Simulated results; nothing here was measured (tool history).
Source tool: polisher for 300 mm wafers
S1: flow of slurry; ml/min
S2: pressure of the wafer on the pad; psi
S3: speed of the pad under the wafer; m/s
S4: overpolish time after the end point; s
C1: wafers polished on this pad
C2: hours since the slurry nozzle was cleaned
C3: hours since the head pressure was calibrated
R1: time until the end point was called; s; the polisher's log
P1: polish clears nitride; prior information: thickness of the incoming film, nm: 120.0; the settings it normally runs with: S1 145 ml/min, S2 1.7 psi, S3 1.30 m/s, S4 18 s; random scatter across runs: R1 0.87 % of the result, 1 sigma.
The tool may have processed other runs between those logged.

Run 1, hour 13.5: S1 145 ml/min, S2 1.7 psi, S3 1.30 m/s, S4 18 s; C1 686; C2 234.7; C3 278.4. Result: R1 151.440 s.
Run 2, hour 23.0: S1 145 ml/min, S2 1.7 psi, S3 1.30 m/s, S4 18 s; C1 731; C2 244.2; C3 287.9. Result: R1 153.000 s.
Run 3, hour 34.9: S1 145 ml/min, S2 1.7 psi, S3 1.30 m/s, S4 18 s; C1 788; C2 256.1; C3 299.8. Result: R1 150.940 s.
Run 4, hour 48.5: S1 85 ml/min, S2 1.7 psi, S3 1.30 m/s, S4 18 s; C1 853; C2 269.7; C3 313.4. Result: R1 169.410 s.
Run 5, hour 56.9: S1 145 ml/min, S2 1.7 psi, S3 1.30 m/s, S4 5 s; C1 893; C2 278.1; C3 321.8. Result: R1 150.500 s.
Run 6, hour 72.9: S1 145 ml/min, S2 1.7 psi, S3 1.30 m/s, S4 33 s; C1 969; C2 294.1; C3 337.8. Result: R1 149.620 s.
Run 7, hour 82.3: S1 210 ml/min, S2 1.7 psi, S3 0.84 m/s, S4 18 s; C1 1013; C2 303.5; C3 347.2. Result: R1 217.130 s.
Run 8, hour 93.0: S1 145 ml/min, S2 1.7 psi, S3 1.30 m/s, S4 18 s; C1 1064; C2 314.2; C3 357.9. Result: R1 151.690 s.
Run 9, hour 108.3: S1 215 ml/min, S2 1.7 psi, S3 1.30 m/s, S4 18 s; C1 1137; C2 329.5; C3 373.2. Result: R1 143.060 s.
Run 10, hour 118.7: S1 145 ml/min, S2 2.6 psi, S3 1.30 m/s, S4 18 s; C1 1187; C2 339.9; C3 383.6. Result: R1 99.037 s.
Run 11, hour 131.2: S1 145 ml/min, S2 2.6 psi, S3 1.30 m/s, S4 8 s; C1 1246; C2 352.4; C3 396.1. Result: R1 100.050 s.
Run 12, hour 146.6: S1 145 ml/min, S2 1.7 psi, S3 1.74 m/s, S4 5 s; C1 1319; C2 367.8; C3 411.5. Result: R1 112.200 s.
Run 13, hour 154.5: S1 145 ml/min, S2 1.7 psi, S3 1.80 m/s, S4 18 s; C1 1357; C2 375.7; C3 419.4. Result: R1 109.850 s.
Run 14, hour 167.5: S1 145 ml/min, S2 1.7 psi, S3 0.72 m/s, S4 18 s; C1 1419; C2 388.7; C3 432.4. Result: R1 272.850 s.
Run 15, hour 176.2: S1 145 ml/min, S2 0.8 psi, S3 1.30 m/s, S4 18 s; C1 1460; C2 397.4; C3 441.1. Result: R1 320.760 s.
Run 16, hour 189.6: S1 145 ml/min, S2 1.7 psi, S3 1.30 m/s, S4 18 s; C1 1524; C2 410.8; C3 454.5. Result: R1 151.320 s.
Run 17, hour 205.7: S1 145 ml/min, S2 1.7 psi, S3 1.30 m/s, S4 18 s; C1 1600; C2 426.9; C3 470.6. Result: R1 155.080 s.
Run 18, hour 213.9: S1 145 ml/min, S2 1.7 psi, S3 1.30 m/s, S4 18 s; C1 1639; C2 435.1; C3 478.8. Result: R1 155.210 s.
Run 19, hour 226.0: S1 145 ml/min, S2 1.7 psi, S3 1.30 m/s, S4 18 s; C1 1697; C2 447.2; C3 490.9. Result: R1 156.690 s.
Run 20, hour 239.9: S1 145 ml/min, S2 1.7 psi, S3 1.30 m/s, S4 18 s; C1 1763; C2 461.1; C3 504.8. Result: R1 158.000 s.
Run 21, hour 255.2: S1 145 ml/min, S2 1.7 psi, S3 1.30 m/s, S4 18 s; C1 1836; C2 476.4; C3 520.1. Result: R1 158.900 s.
At hour 255.9: head pressure recalibrated.
Run 22, hour 270.4: S1 145 ml/min, S2 1.7 psi, S3 1.30 m/s, S4 18 s; C1 1908; C2 491.6; C3 14.6. Result: R1 156.590 s.
Run 23, hour 287.1: S1 145 ml/min, S2 1.7 psi, S3 1.30 m/s, S4 18 s; C1 1987; C2 508.3; C3 31.3. Result: R1 159.860 s.
Run 24, hour 300.2: S1 145 ml/min, S2 1.7 psi, S3 1.30 m/s, S4 18 s; C1 2050; C2 521.4; C3 44.4. Result: R1 159.460 s.
Run 25, hour 314.1: S1 145 ml/min, S2 1.7 psi, S3 1.30 m/s, S4 18 s; C1 2116; C2 535.3; C3 58.3. Result: R1 160.570 s.
Run 26, hour 331.0: S1 145 ml/min, S2 1.7 psi, S3 1.30 m/s, S4 18 s; C1 2196; C2 552.2; C3 75.2. Result: R1 160.140 s.
Run 27, hour 341.3: S1 145 ml/min, S2 1.7 psi, S3 1.30 m/s, S4 18 s; C1 2245; C2 562.5; C3 85.5. Result: R1 162.380 s.

Something has made what P1 gives creep away from where it was; the 2 causes below, each at its own stated size, fit the log equally well:
A: slurry flow missing at the pad, % = 26.6
B: removal rate lost through wear of the pad, % = 6.15
The process output started creeping at around hour 189.6.
Ruled out, with reasons:
head's pressure below its setpoint, %: maintenance at hour 255.9, after the shift began, did not return the process to its former output

Which of the 4 check runs listed below, each an average over 3 wafers with its results shown as question marks, gives clearly different results under the different listed causes?
Run check 1, hour 351.6: S1 145 ml/min, S2 1.7 psi, S3 1.00 m/s, S4 18 s. Result: R1 ?.
Run check 2, hour 351.6: S1 145 ml/min, S2 2.5 psi, S3 1.30 m/s, S4 18 s. Result: R1 ?.
Run check 3, hour 351.6: S1 145 ml/min, S2 2.4 psi, S3 1.30 m/s, S4 18 s. Result: R1 ?.
Run check 4, hour 351.6: S1 85 ml/min, S2 0.8 psi, S3 1.30 m/s, S4 18 s. Result: R1 ?.

Outcome of each check run for each possible cause:
  check  result     if A     if B
check 1      R1  209.140  209.140
check 2      R1  109.400  109.400
check 3      R1  113.960  113.950
check 4      R1  401.120  386.220
Separation of the two closest causes in each check, using whichever result separates them best: check 1 0 %; check 2 0 %; check 3 0 %; check 4 3.79 %
Check 4 tells the causes apart: in the others they would give nearly the same result.

Then check 4 was run and gave: R1 389.600 s. Which cause is it?

It was cause B: removal rate lost through wear of the pad, %.
